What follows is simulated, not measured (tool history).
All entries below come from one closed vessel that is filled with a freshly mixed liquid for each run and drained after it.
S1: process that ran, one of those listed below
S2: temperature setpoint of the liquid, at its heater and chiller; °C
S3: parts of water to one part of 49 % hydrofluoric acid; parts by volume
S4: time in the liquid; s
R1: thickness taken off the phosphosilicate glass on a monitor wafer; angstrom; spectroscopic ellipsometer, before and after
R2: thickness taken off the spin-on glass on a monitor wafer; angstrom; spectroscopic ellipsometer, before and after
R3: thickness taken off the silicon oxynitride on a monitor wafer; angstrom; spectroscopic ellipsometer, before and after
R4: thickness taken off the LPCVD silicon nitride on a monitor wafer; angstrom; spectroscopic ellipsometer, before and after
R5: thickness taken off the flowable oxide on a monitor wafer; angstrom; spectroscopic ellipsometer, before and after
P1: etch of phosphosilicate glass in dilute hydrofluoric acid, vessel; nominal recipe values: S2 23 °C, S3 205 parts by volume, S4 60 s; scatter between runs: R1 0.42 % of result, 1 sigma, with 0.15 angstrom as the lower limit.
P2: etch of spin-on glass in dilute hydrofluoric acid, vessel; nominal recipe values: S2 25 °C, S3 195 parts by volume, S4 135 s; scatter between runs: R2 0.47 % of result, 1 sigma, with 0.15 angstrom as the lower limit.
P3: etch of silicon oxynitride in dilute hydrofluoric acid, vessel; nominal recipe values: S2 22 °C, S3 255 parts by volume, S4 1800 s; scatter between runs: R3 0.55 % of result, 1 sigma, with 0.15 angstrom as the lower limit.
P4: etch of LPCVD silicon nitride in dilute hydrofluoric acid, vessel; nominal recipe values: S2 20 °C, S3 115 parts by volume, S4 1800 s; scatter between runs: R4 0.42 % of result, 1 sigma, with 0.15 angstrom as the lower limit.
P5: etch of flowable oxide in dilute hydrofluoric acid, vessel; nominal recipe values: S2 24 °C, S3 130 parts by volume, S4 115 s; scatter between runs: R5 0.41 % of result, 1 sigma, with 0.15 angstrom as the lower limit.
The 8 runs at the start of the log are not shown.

{"day": 1.238, "done": "thermometer replaced"}
{"run": 9, "day": 1.312, "S1": "P1", "S2": 31.5, "S3": 205, "S4": 60, "R1": 497.08}
{"run": 10, "day": 1.496, "S1": "P1", "S2": 23, "S3": 205, "S4": 60, "R1": 365.74}
{"run": 11, "day": 1.675, "S1": "P1", "S2": 19, "S3": 205, "S4": 30, "R1": 158.07}
{"run": 12, "day": 1.875, "S1": "P4", "S2": 20, "S3": 115, "S4": 3380, "R4": 111.73}
{"run": 13, "day": 2.017, "S1": "P1", "S2": 23, "S3": 205, "S4": 30, "R1": 182.57}
{"run": 14, "day": 2.212, "S1": "P2", "S2": 25, "S3": 195, "S4": 245, "R2": 472.34}
{"run": 15, "day": 2.408, "S1": "P5", "S2": 24, "S3": 230, "S4": 115, "R5": 274.91}
{"run": 16, "day": 2.521, "S1": "P1", "S2": 23, "S3": 290, "S4": 60, "R1": 238.74}
{"run": 17, "day": 2.617, "S1": "P4", "S2": 20, "S3": 115, "S4": 1800, "R4": 59.402}
{"run": 18, "day": 2.75, "S1": "P2", "S2": 25, "S3": 195, "S4": 135, "R2": 260.44}
{"run": 19, "day": 2.896, "S1": "P2", "S2": 25, "S3": 45, "S4": 135, "R2": 1353.5}
{"run": 20, "day": 3.079, "S1": "P3", "S2": 22, "S3": 255, "S4": 1800, "R3": 110.56}
{"run": 21, "day": 3.275, "S1": "P1", "S2": 23, "S3": 130, "S4": 60, "R1": 625.2}
{"run": 22, "day": 3.454, "S1": "P3", "S2": 22, "S3": 255, "S4": 680, "R3": 42.204}
{"run": 23, "day": 3.617, "S1": "P2", "S2": 32, "S3": 195, "S4": 135, "R2": 335.28}
{"run": 24, "day": 3.721, "S1": "P1", "S2": 23, "S3": 205, "S4": 60, "R1": 366.82}

For run 25, what comes out?
{"run": 25, "day": 3.825, "S1": "P1", "S2": 23, "S3": 205, "S4": 100, "R1": "?"}

Run 25 yielded R1 614.12 angstrom.

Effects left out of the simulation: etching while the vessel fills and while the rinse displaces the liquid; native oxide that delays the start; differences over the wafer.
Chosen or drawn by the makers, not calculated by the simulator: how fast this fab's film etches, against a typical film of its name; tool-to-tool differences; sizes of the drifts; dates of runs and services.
